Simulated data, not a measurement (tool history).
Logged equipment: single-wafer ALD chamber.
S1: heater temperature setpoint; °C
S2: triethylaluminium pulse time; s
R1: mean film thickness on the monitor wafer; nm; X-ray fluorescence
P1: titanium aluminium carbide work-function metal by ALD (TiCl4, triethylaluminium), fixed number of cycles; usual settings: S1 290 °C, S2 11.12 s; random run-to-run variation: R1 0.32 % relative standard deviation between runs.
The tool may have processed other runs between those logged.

run,hour,S1,S2,R1
1,12.5,290,11.12,1.9082
2,19.3,290,11.12,1.9127
3,31.0,290,11.12,1.9133
4,38.2,290,14.84,1.9414
# hour 39.2: triethylaluminium bottle replaced
5,46.6,272,4.50,1.4211
6,53.9,290,11.12,1.9197
7,60.9,315,11.12,2.1339
8,69.6,266,7.65,1.6239
9,77.5,309,5.01,1.7483
10,84.7,290,11.12,1.9184
11,91.6,290,6.89,1.7681
12,99.1,272,11.12,1.7533
13,107.3,290,11.12,1.9139
14,115.4,290,11.12,1.9209

Predict the results of run 15:
15,124.0,290,11.12,?

{"run 15": {"R1": 1.8991}}
